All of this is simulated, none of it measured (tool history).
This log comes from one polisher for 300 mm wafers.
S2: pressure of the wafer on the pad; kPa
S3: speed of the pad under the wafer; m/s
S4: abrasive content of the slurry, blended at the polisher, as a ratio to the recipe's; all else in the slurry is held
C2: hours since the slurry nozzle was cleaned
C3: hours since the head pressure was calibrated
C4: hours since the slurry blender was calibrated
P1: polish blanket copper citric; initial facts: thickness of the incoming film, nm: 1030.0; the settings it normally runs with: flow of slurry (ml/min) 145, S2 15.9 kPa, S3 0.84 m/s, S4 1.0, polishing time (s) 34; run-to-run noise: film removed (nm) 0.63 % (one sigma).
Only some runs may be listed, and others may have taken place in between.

run 1 hour=10.5 | flow_of_slurry_(ml/min)=145 S2=15.9 S3=0.84 S4=1.0 polishing_time_(s)=34 | wafers_polished_on_this_pad=879 C2=248.4 C3=699.3 C4=148.3 | film_removed_(nm)=60.761
run 2 hour=22.2 | flow_of_slurry_(ml/min)=220 S2=15.9 S3=1.26 S4=1.0 polishing_time_(s)=34 | wafers_polished_on_this_pad=966 C2=260.1 C3=711.0 C4=160.0 | film_removed_(nm)=95.178
run 3 hour=35.3 | flow_of_slurry_(ml/min)=145 S2=15.9 S3=0.84 S4=1.0 polishing_time_(s)=34 | wafers_polished_on_this_pad=1063 C2=273.2 C3=724.1 C4=173.1 | film_removed_(nm)=60.344
run 4 hour=44.9 | flow_of_slurry_(ml/min)=145 S2=15.9 S3=0.84 S4=1.0 polishing_time_(s)=34 | wafers_polished_on_this_pad=1135 C2=282.8 C3=733.7 C4=182.7 | film_removed_(nm)=59.740
run 5 hour=58.0 | flow_of_slurry_(ml/min)=145 S2=24.8 S3=0.84 S4=1.0 polishing_time_(s)=34 | wafers_polished_on_this_pad=1232 C2=295.9 C3=746.8 C4=195.8 | film_removed_(nm)=92.440
run 6 hour=67.5 | flow_of_slurry_(ml/min)=145 S2=15.9 S3=0.84 S4=1.0 polishing_time_(s)=34 | wafers_polished_on_this_pad=1303 C2=305.4 C3=756.3 C4=205.3 | film_removed_(nm)=60.647
run 7 hour=78.0 | flow_of_slurry_(ml/min)=145 S2=9.0 S3=0.84 S4=1.0 polishing_time_(s)=34 | wafers_polished_on_this_pad=1381 C2=315.9 C3=766.8 C4=215.8 | film_removed_(nm)=34.772
run 8 hour=89.5 | flow_of_slurry_(ml/min)=145 S2=15.9 S3=0.84 S4=0.8 polishing_time_(s)=34 | wafers_polished_on_this_pad=1467 C2=327.4 C3=778.3 C4=227.3 | film_removed_(nm)=57.508
-- hour=97.5 slurry blender recalibrated
run 9 hour=102.5 | flow_of_slurry_(ml/min)=215 S2=21.4 S3=0.84 S4=1.0 polishing_time_(s)=34 | wafers_polished_on_this_pad=1564 C2=340.4 C3=791.3 C4=5.0 | film_removed_(nm)=85.908
run 10 hour=108.8 | flow_of_slurry_(ml/min)=145 S2=15.9 S3=0.84 S4=1.0 polishing_time_(s)=49 | wafers_polished_on_this_pad=1611 C2=346.7 C3=797.6 C4=11.3 | film_removed_(nm)=86.224
run 11 hour=116.9 | flow_of_slurry_(ml/min)=145 S2=15.9 S3=0.38 S4=1.0 polishing_time_(s)=34 | wafers_polished_on_this_pad=1671 C2=354.8 C3=805.7 C4=19.4 | film_removed_(nm)=28.278
run 12 hour=130.2 | flow_of_slurry_(ml/min)=145 S2=15.9 S3=0.84 S4=1.5 polishing_time_(s)=34 | wafers_polished_on_this_pad=1770 C2=368.1 C3=819.0 C4=32.7 | film_removed_(nm)=66.257
run 13 hour=140.2 | flow_of_slurry_(ml/min)=85 S2=15.9 S3=0.84 S4=1.0 polishing_time_(s)=34 | wafers_polished_on_this_pad=1845 C2=378.1 C3=829.0 C4=42.7 | film_removed_(nm)=53.583

What does the tool deliver on the next run?
-- hour=144.3 head pressure recalibrated
run 14 hour=152.0 | flow_of_slurry_(ml/min)=145 S2=15.9 S3=0.84 S4=1.0 polishing_time_(s)=22 | wafers_polished_on_this_pad=1933 C2=389.9 C3=7.8 C4=54.5 | film_removed_(nm)=?

film removed (nm): 38.622

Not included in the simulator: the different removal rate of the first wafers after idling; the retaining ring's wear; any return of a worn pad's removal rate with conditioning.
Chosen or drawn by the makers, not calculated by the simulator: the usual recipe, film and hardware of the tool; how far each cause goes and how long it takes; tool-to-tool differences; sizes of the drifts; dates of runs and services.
